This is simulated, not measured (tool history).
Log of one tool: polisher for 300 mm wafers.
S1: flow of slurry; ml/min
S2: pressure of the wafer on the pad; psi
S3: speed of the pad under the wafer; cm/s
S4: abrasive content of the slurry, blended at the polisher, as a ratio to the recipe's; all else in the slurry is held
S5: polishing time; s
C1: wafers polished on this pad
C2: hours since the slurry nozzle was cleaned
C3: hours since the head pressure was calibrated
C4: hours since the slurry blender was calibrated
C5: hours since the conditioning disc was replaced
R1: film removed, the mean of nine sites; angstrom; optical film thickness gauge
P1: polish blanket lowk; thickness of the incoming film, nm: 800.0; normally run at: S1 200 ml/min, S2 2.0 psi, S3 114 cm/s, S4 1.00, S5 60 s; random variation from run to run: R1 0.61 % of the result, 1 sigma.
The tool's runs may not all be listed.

| run | hour | S1 | S2 | S3 | S4 | S5 | C1 | C2 | C3 | C4 | C5 | R1 |
|---|---|---|---|---|---|---|---|---|---|---|---|---|
| 1 | 4.1 | 200 | 2.0 | 114 | 1.00 | 60 | 263 | 420.9 | 206.0 | 120.8 | 56.1 | 282.850 |
| 2 | 9.3 | 305 | 2.0 | 114 | 1.00 | 60 | 303 | 426.1 | 211.2 | 126.0 | 61.3 | 301.690 |
| 3 | 13.5 | 200 | 2.0 | 114 | 1.25 | 60 | 335 | 430.3 | 215.4 | 130.2 | 65.5 | 312.450 |
| 4 | 16.2 | 200 | 0.9 | 114 | 1.00 | 60 | 355 | 433.0 | 218.1 | 132.9 | 68.2 | 130.130 |
| 5 | 19.1 | 200 | 2.0 | 54 | 1.00 | 60 | 378 | 435.9 | 221.0 | 135.8 | 71.1 | 156.950 |
| 6 | 24.1 | 200 | 2.0 | 114 | 1.00 | 60 | 416 | 440.9 | 226.0 | 140.8 | 76.1 | 286.220 |
| 7 | 29.5 | 200 | 2.0 | 176 | 1.00 | 60 | 457 | 446.3 | 231.4 | 146.2 | 81.5 | 404.520 |
| 8 | 32.7 | 200 | 2.0 | 114 | 1.00 | 79 | 481 | 449.5 | 234.6 | 149.4 | 84.7 | 379.820 |
| 9 | 37.9 | 125 | 2.0 | 114 | 1.00 | 60 | 521 | 454.7 | 239.8 | 154.6 | 89.9 | 263.430 |
| 10 | 41.8 | 200 | 2.9 | 114 | 1.00 | 28 | 551 | 458.6 | 243.7 | 158.5 | 93.8 | 194.300 |
| 11 | 47.1 | 200 | 2.8 | 114 | 1.00 | 60 | 591 | 463.9 | 249.0 | 163.8 | 99.1 | 404.420 |
| 12 | 50.2 | 200 | 2.0 | 114 | 0.60 | 60 | 615 | 467.0 | 252.1 | 166.9 | 102.2 | 221.840 |
| 13 | 54.0 | 200 | 2.0 | 70 | 1.00 | 29 | 644 | 470.8 | 255.9 | 170.7 | 106.0 | 95.011 |
| 14 | 59.6 | 200 | 2.0 | 114 | 1.00 | 60 | 687 | 476.4 | 261.5 | 176.3 | 111.6 | 285.260 |
| 15 | 62.5 | 200 | 2.0 | 114 | 1.00 | 39 | 709 | 479.3 | 264.4 | 179.2 | 114.5 | 188.840 |
|  | 66.9 | head pressure recalibrated |
| 16 | 67.7 | 255 | 2.6 | 114 | 1.00 | 60 | 749 | 484.5 | 0.8 | 184.4 | 119.7 | 378.770 |
| 17 | 71.8 | 200 | 2.0 | 114 | 1.00 | 60 | 780 | 488.6 | 4.9 | 188.5 | 123.8 | 285.020 |
| 18 | 76.6 | 200 | 2.0 | 114 | 1.00 | 60 | 817 | 493.4 | 9.7 | 193.3 | 128.6 | 285.160 |
| 19 | 79.6 | 200 | 2.0 | 114 | 1.00 | 60 | 840 | 496.4 | 12.7 | 196.3 | 131.6 | 285.280 |
| 20 | 82.2 | 200 | 2.0 | 114 | 1.00 | 60 | 859 | 499.0 | 15.3 | 198.9 | 134.2 | 286.680 |
| 21 | 85.4 | 200 | 2.0 | 114 | 1.00 | 60 | 884 | 502.2 | 18.5 | 202.1 | 137.4 | 280.160 |
| 22 | 89.7 | 200 | 2.0 | 114 | 1.00 | 60 | 917 | 506.5 | 22.8 | 206.4 | 141.7 | 277.640 |
| 23 | 94.2 | 200 | 2.0 | 114 | 1.00 | 60 | 951 | 511.0 | 27.3 | 210.9 | 146.2 | 271.690 |
| 24 | 98.6 | 200 | 2.0 | 114 | 1.00 | 60 | 985 | 515.4 | 31.7 | 215.3 | 150.6 | 272.370 |
| 25 | 103.4 | 200 | 2.0 | 114 | 1.00 | 60 | 1021 | 520.2 | 36.5 | 220.1 | 155.4 | 269.720 |
|  | 104.7 | head pressure recalibrated |
|  | 108.3 | worn pad replaced by a new one |
| 26 | 109.1 | 200 | 2.0 | 114 | 1.00 | 60 | 6 | 525.9 | 4.5 | 225.8 | 161.1 | 268.080 |

The next listed run, before its measurement:
|  | 109.2 | conditioning disc replaced and pad reconditioned |
| 27 | 113.8 | 200 | 2.0 | 114 | 1.00 | 60 | 42 | 530.6 | 9.2 | 230.5 | 4.6 | ? |

Run 27 gave R1 268.780 angstrom.
